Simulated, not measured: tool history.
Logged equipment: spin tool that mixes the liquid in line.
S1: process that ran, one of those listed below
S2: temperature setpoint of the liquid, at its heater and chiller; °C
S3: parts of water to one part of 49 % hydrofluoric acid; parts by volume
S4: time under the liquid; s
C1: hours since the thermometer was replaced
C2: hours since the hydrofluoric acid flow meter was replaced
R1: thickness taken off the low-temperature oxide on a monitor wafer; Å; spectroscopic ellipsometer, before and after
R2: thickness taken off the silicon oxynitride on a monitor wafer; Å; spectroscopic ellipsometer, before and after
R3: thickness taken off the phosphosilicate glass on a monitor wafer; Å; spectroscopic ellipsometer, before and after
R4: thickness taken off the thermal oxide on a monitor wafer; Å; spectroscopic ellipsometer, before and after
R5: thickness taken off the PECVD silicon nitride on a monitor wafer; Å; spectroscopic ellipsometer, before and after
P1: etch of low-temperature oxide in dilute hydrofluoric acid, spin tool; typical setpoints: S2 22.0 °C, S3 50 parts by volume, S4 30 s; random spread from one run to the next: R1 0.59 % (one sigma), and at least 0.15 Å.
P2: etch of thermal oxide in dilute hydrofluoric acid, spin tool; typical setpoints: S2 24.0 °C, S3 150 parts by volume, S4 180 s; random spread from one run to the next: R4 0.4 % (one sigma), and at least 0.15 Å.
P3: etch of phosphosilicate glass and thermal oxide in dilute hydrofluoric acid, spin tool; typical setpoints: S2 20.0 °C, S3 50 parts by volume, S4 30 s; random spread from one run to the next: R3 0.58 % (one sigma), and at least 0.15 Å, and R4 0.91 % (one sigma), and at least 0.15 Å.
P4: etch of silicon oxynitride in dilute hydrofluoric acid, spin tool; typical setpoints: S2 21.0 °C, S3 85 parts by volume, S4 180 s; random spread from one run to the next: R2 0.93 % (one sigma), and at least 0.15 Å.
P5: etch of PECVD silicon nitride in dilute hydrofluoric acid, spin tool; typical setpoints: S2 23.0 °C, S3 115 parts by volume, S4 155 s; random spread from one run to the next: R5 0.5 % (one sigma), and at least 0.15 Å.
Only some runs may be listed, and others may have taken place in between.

run   hour  S1    S2   S3   S4      C1     C2       R1      R2       R3      R4      R5
  1    9.7  P1  22.0   50   30   888.1  436.5   67.133
  2   17.4  P1  22.0   50   30   895.8  444.2   67.439
  3   23.4  P4  25.0   85  180   901.8  450.2           32.404
  4   28.6  P1  22.0   50   15   907.0  455.4   34.149
  5   38.3  P1  22.0   50   30   916.7  465.1   67.278
  6   49.7  P1  22.0   85   30   928.1  476.5   37.371
  7   55.3  P3  17.0   50   30   933.7  482.1                    355.08  24.098
  8   66.7  P4  21.0   85  285   945.1  493.5           42.210
  9   73.6  P1  22.0   50   60   952.0  500.4  135.190
 10   84.4  P3  20.0   50   30   962.8  511.2                    402.68  27.530
 11   91.6  P1  22.0   30   30   970.0  518.4  115.160
 12   99.5  P3  20.0   20   30   977.9  526.3                   1056.70  71.416
 13  106.2  P1  17.0   50   30   984.6  533.0   54.665
 14  112.6  P2  24.0  250  180   991.0  539.4                            28.952
 15  120.1  P2  24.0  150  180   998.5  546.9                            53.118
 16  127.8  P1  22.0   75   15  1006.2  554.6   21.668
 17  133.2  P2  24.0  150  180  1011.6  560.0                            53.235
 18  142.2  P1  22.0   50   30  1020.6  569.0   67.840
 19  149.5  P1  22.0   50   30  1027.9  576.3   67.718
 20  156.2  P1  25.5   50   30  1034.6  583.0   77.975
 21  165.5  P2  19.0  150  180  1043.9  592.3                            44.147
 22  172.1  P4  21.0   85  180  1050.5  598.9           26.804
 23  178.5  P5  18.0  115  155  1056.9  605.3                                    51.039
 24  189.1  P5  23.0  180  155  1067.5  615.9                                    46.211
 25  194.4  P1  22.0   65   45  1072.8  621.2   76.491
 26  201.2  P1  22.0   50   30  1079.6  628.0   68.417
 27  209.3  P3  20.0   50   55  1087.7  636.1                    741.08  50.928
 28  214.5  P5  23.0  115  155  1092.9  641.3                                    71.284
 29  224.3  P1  22.0   50   30  1102.7  651.1   67.706
 30  229.8  P5  23.0  115   75  1108.2  656.6                                    34.660

The next listed run, before its measurement:
 31  239.8  P1  27.0  65  30  1118.2  666.6   ?

Logged for run 31: R1 62.063 Å.

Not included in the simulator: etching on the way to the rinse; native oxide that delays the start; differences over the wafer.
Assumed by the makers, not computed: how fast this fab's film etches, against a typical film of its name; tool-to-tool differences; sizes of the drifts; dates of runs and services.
